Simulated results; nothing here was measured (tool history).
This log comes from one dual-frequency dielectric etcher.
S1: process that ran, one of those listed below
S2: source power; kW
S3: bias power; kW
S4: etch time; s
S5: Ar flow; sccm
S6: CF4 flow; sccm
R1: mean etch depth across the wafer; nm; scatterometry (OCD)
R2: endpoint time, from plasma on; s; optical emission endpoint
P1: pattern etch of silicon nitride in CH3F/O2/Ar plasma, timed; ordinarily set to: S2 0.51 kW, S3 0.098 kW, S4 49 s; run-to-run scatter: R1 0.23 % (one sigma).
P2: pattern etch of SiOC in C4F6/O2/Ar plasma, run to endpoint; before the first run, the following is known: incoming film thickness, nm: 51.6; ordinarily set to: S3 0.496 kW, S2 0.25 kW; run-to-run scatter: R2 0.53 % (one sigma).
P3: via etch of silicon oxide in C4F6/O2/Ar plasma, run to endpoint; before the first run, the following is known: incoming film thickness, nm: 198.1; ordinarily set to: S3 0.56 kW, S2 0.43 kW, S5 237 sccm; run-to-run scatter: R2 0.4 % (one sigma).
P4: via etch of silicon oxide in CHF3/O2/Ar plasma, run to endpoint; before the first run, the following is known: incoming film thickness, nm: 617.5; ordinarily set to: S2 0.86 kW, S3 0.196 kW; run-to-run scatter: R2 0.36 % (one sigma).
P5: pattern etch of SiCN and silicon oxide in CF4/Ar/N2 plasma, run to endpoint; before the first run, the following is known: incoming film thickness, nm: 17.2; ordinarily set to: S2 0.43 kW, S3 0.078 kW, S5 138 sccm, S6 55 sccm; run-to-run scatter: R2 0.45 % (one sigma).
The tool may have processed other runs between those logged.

| run | hour | S1 | S2 | S3 | S4 | S5 | S6 | R1 | R2 |
|---|---|---|---|---|---|---|---|---|---|
| 1 | 16.7 | P1 | 0.51 | 0.098 | 49 |  |  | 40.979 |  |
| 2 | 28.9 | P3 | 0.54 | 0.56 |  | 237 |  |  | 35.679 |
| 3 | 38.2 | P2 | 0.19 | 0.496 |  |  |  |  | 23.368 |
| 4 | 52.9 | P1 | 0.51 | 0.098 | 49 |  |  | 40.683 |  |
| 5 | 68.9 | P4 | 0.86 | 0.196 |  |  |  |  | 268.38 |
| 6 | 78.3 | P1 | 0.51 | 0.077 | 49 |  |  | 37.531 |  |
| 7 | 91.6 | P1 | 0.35 | 0.114 | 49 |  |  | 37.433 |  |
| 8 | 108.2 | P1 | 0.51 | 0.098 | 60 |  |  | 49.826 |  |
| 9 | 115.4 | P3 | 0.43 | 0.56 |  | 237 |  |  | 39.083 |
| 10 | 128.6 | P1 | 0.51 | 0.098 | 49 |  |  | 40.911 |  |
|  | 141.5 | wet clean of the chamber |
| 11 | 145.2 | P1 | 0.51 | 0.124 | 49 |  |  | 44.439 |  |
| 12 | 154 | P2 | 0.25 | 0.361 |  |  |  |  | 23.621 |
| 13 | 168.4 | P3 | 0.43 | 0.716 |  | 237 |  |  | 35.219 |
| 14 | 178 | P3 | 0.43 | 0.56 |  | 158 |  |  | 37.145 |
| 15 | 191.1 | P1 | 0.51 | 0.098 | 49 |  |  | 40.674 |  |
| 16 | 202.3 | P1 | 0.71 | 0.098 | 49 |  |  | 46.107 |  |
| 17 | 219.1 | P5 | 0.43 | 0.078 |  | 82 | 55 |  | 19.41 |
| 18 | 230.2 | P4 | 0.56 | 0.196 |  |  |  |  | 317.8 |
| 19 | 241 | P5 | 0.43 | 0.058 |  | 138 | 55 |  | 23.226 |
| 20 | 256.7 | P3 | 0.43 | 0.56 |  | 237 |  |  | 39.204 |
| 21 | 273.3 | P5 | 0.43 | 0.078 |  | 138 | 55 |  | 20.996 |
| 22 | 285.2 | P5 | 0.43 | 0.078 |  | 138 | 32 |  | 22.772 |
| 23 | 294.5 | P1 | 0.51 | 0.098 | 49 |  |  | 40.795 |  |
| 24 | 309.2 | P1 | 0.36 | 0.098 | 49 |  |  | 35.714 |  |
| 25 | 320.4 | P4 | 0.86 | 0.159 |  |  |  |  | 285.98 |
| 26 | 329 | P5 | 0.29 | 0.078 |  | 138 | 55 |  | 29.48 |
| 27 | 343.6 | P2 | 0.25 | 0.496 |  |  |  |  | 21.088 |
| 28 | 360.3 | P1 | 0.51 | 0.098 | 27 |  |  | 22.391 |  |
| 29 | 368.1 | P1 | 0.4 | 0.076 | 49 |  |  | 33.98 |  |
| 30 | 375.5 | P5 | 0.43 | 0.078 |  | 138 | 55 |  | 20.956 |
| 31 | 383.9 | P1 | 0.37 | 0.098 | 62.5 |  |  | 46.013 |  |
| 32 | 398.2 | P1 | 0.51 | 0.098 | 49 |  |  | 40.616 |  |
| 33 | 409.8 | P1 | 0.51 | 0.098 | 49 |  |  | 40.414 |  |
| 34 | 418 | P1 | 0.51 | 0.098 | 49 |  |  | 40.303 |  |
| 35 | 425.3 | P1 | 0.51 | 0.098 | 49 |  |  | 40.219 |  |
| 36 | 433.3 | P1 | 0.51 | 0.098 | 49 |  |  | 40.472 |  |
| 37 | 447.6 | P1 | 0.51 | 0.098 | 49 |  |  | 40.271 |  |
|  | 456.9 | wet clean of the chamber |
| 38 | 459.9 | P1 | 0.51 | 0.098 | 49 |  |  | 40.302 |  |
| 39 | 475.5 | P1 | 0.51 | 0.098 | 49 |  |  | 40.159 |  |
| 40 | 489.4 | P1 | 0.51 | 0.098 | 49 |  |  | 40.093 |  |

Forecast run 41:
| 41 | 497.5 | P1 | 0.51 | 0.098 | 49 |  |  | ? |  |

{"run 41": {"R1": 40.126}}
